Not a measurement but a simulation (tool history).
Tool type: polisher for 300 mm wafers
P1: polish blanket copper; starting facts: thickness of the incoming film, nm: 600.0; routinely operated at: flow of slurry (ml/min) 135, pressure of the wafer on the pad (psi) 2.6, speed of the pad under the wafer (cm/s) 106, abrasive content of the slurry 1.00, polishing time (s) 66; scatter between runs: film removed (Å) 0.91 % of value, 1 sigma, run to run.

run   hour  flow of slurry (ml/min)  pressure of the wafer on the pad (psi)  speed of the pad under the wafer (cm/s)  abrasive content of the slurry  polishing time (s)  film removed (Å)
  1   11.1                      135                                     2.6                                      106                            1.00                  66           1599.70
  2   22.3                      135                                     2.6                                      106                            0.60                  66           1446.90
  3   28.9                      135                                     2.6                                      106                            1.00                  66           1593.50
  4   35.4                      135                                     2.6                                       78                            1.00                  66           1185.10
  5   41.4                      135                                     2.6                                      106                            1.35                  66           1704.00
  6   47.0                      135                                     2.6                                      106                            1.00                  66           1631.70
  7   56.6                      135                                     2.6                                      106                            1.00                  38            919.76
  8   63.4                      135                                     2.6                                      106                            1.00                  99           2391.80
  9   72.2                       80                                     2.6                                      106                            1.00                  66           1398.20
      73.2  -- slurry blender recalibrated
      79.2  -- slurry nozzle cleaned
 10   82.5                      135                                     2.6                                      106                            1.00                  66           1609.80
      91.7  -- head pressure recalibrated
 11   92.9                      210                                     2.6                                      106                            1.00                  66           1730.50
 12  104.8                      135                                     1.6                                      106                            1.00                  66            978.83
 13  115.9                      135                                     2.6                                      106                            1.00                  66           1614.50
 14  123.0                      135                                     2.6                                      142                            1.00                  66           2117.80
 15  135.8                      135                                     2.6                                      106                            1.00                  66           1608.40
 16  144.8                      135                                     3.8                                      106                            1.00                  66           2303.80
 17  156.3                       80                                     3.9                                      106                            1.00                  66           2126.70
 18  165.4                      135                                     2.0                                      158                            1.00                  66           1832.10
 19  174.1                      135                                     2.6                                      106                            1.00                  66           1615.90
 20  180.9                      135                                     2.6                                      106                            1.00                  66           1544.50
 21  189.0                      135                                     2.6                                      106                            1.00                  66           1496.30
 22  195.7                      135                                     2.6                                      106                            1.00                  66           1454.10
     201.6  -- head pressure recalibrated
 23  204.0                      135                                     2.6                                      106                            1.00                  66           1432.50
     205.1  -- slurry blender recalibrated
 24  214.1                      135                                     2.6                                      106                            1.00                  66           1438.20
 25  223.0                      135                                     2.6                                      106                            1.00                  66           1425.00

P1 has crept away from where it was. The log is fitted equally well by each of these 2 causes, at the sizes shown:
A: slurry flow missing at the pad, % = 35.6
B: removal rate lost through wear of the pad, % = 9.73
The process output started creeping at around hour 174.1.
Ruled out, with reasons:
head's pressure below its setpoint, %: work on it at hour 201.6, done after the drift set in, did not restore what the process gave before
abrasive missing from the slurry, %: work on it at hour 205.1, done after the drift set in, did not restore what the process gave before

Each of the check runs listed below is run on 5 wafers and reports their average, with the results left as question marks. Pick the one under which the possible causes would lead to clearly different results.
check 1  231.9                      135                                     2.6                                      106                            1.00                  44                 ?
check 2  231.9                       95                                     3.2                                      106                            1.00                  66                 ?
check 3  231.9                      135                                     2.6                                      106                            1.20                  66                 ?
check 4  231.9                      135                                     2.6                                      106                            1.30                  66                 ?

What each check would give under each cause:
  check            result     if A     if B
check 1  film removed (Å)   961.93   962.00
check 2  film removed (Å)  1583.10  1642.00
check 3  film removed (Å)  1501.00  1501.10
check 4  film removed (Å)  1527.70  1527.80
Minimum pairwise separation of causes per check, each pair taken at its best-separating result: check 1 0.01 %; check 2 3.65 %; check 3 0.01 %; check 4 0.01 %
Of the check runs offered, only check 2 discriminates between the causes; the rest would read about the same regardless of which cause applies.

With check 2 done, the readings were: film removed (Å) 1629.80. Identify which of the listed causes applies.

It is B: removal rate lost through wear of the pad, %.

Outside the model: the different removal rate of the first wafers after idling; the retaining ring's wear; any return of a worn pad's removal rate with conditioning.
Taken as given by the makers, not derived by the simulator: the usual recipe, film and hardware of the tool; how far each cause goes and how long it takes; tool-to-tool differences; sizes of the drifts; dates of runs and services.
